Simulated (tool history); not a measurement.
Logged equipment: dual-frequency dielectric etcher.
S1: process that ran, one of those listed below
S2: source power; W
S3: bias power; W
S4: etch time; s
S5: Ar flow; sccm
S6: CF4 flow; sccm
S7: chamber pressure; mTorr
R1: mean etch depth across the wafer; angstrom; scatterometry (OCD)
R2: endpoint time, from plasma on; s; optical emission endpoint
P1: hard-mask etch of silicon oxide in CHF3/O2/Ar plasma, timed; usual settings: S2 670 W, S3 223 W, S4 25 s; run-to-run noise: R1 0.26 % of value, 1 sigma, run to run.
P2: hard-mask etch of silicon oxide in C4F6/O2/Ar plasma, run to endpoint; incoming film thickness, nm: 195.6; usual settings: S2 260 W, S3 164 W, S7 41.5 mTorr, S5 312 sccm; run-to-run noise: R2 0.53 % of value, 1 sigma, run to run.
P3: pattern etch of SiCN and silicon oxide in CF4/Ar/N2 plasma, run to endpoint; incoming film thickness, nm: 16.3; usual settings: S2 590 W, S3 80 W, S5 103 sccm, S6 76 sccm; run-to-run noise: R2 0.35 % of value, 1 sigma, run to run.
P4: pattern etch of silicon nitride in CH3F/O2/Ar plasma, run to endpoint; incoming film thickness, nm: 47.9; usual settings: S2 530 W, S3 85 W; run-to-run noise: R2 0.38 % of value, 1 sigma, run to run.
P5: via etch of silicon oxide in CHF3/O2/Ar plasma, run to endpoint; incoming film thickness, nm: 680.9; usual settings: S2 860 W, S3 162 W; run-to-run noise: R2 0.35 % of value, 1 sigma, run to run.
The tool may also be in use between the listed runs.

run   hour  S1   S2   S3    S4   S5  S6    S7      R1      R2
  1    6.4  P1  670  223    25                 557.42
  2   15.7  P1  800  223    25                 593.67
  3   23.9  P3  590   80        146  76                15.225
  4   29.8  P5  860  162                               312.12
  5   34.7  P1  670  223    25                 555.55
  6   43.3  P1  670  223    25                 554.69
  7   50.1  P5  860  217                               283.15
  8   60.7  P1  480  223    25                 490.73
  9   71.5  P3  590   80        103  76                14.434
 10   81.5  P3  590   57        103  76                16.048
 11   88.4  P1  670  302    25                 619.66
 12   97.3  P1  670  144    25                 479.67
 13  102.5  P1  670  223    34                 759.04
 14  112.8  P3  590   80        103  76                14.412
 15  123.2  P2  260  164        254      41.5          76.845
 16  133.1  P1  670  223    25                 556.81
 17    142  P1  670  223  17.5                 390.14
 18  146.7  P4  350   85                                70.31
 19  151.5  P1  670  223    25                 553.64
 20  159.5  P2  170  164        312      41.5          92.455
 21  167.5  P2  260  164        312      54.5          81.538
 22  174.2  P1  670  223    25                  555.6
 23    181  P3  770   80        103  76                11.393
 24    186  P2  260  109        312      41.5          88.393
 25  190.7  P4  530   85                               59.715
 26  195.7  P2  260  164        312      41.5          78.879
 27  200.7  P4  530  118                               53.286
 28  210.5  P3  590   80        103  60                  14.9
 29  215.3  P5  560  162                               369.03
 30  224.8  P1  910  223  32.5                 813.54
 31  233.5  P1  670  223    25                 556.42
 32    243  P1  670  223    25                 551.81
 33  250.9  P1  670  223    25                 551.18
 34    258  P1  670  223    25                 550.37
 35  266.3  P1  670  223    25                 548.95
 36  275.8  P1  670  223    25                 547.64
       276  -- wet clean of the chamber
 37  286.5  P1  670  223    25                 549.55
 38  296.4  P1  670  223    25                 549.12
 39  302.7  P1  670  223    25                 546.18
 40  309.5  P1  670  223    25                 547.21
 41  314.8  P1  670  223    25                 550.34

What P1 gives has crept off from where it sat before. The 2 causes that follow fit the log equally well, each at the size noted:
A: source power that arrives under what is set, % = 4.19
B: bias power that arrives under what is set, % = 4.57
The onset of the drift is placed at about hour 233.5.
What rules out each remaining cause:
chamber walls in a state that lowers the etch rate, %: serviced at hour 276, which brought nothing back

4 check runs are offered, each on 2 wafers whose results are averaged, their results left as question marks. Which one tells the causes apart?
check 1  320.1  P5  860  196                        ?
check 2  320.1  P3  680   80      103  76           ?
check 3  320.1  P4  350  117                        ?
check 4  320.1  P2  260  127      312      49       ?

If the cause were each of the candidates in turn, the checks would give the following:
  check  result    if A    if B
check 1      R2  298.12  297.86
check 2      R2   13.19  12.898
check 3      R2  63.184  63.309
check 4      R2  88.086  87.838
Per check, the gap between the least separated pair of causes, taken in the result that splits them most: check 1 0.09 %; check 2 2.24 %; check 3 0.2 %; check 4 0.28 %
Check 2 is the one run that separates the causes; every other check would come out nearly the same whichever cause is at work.

Here is what check 2 returned: R2 12.869 s. Which cause is it?

The cause is B: bias power that arrives under what is set, %.

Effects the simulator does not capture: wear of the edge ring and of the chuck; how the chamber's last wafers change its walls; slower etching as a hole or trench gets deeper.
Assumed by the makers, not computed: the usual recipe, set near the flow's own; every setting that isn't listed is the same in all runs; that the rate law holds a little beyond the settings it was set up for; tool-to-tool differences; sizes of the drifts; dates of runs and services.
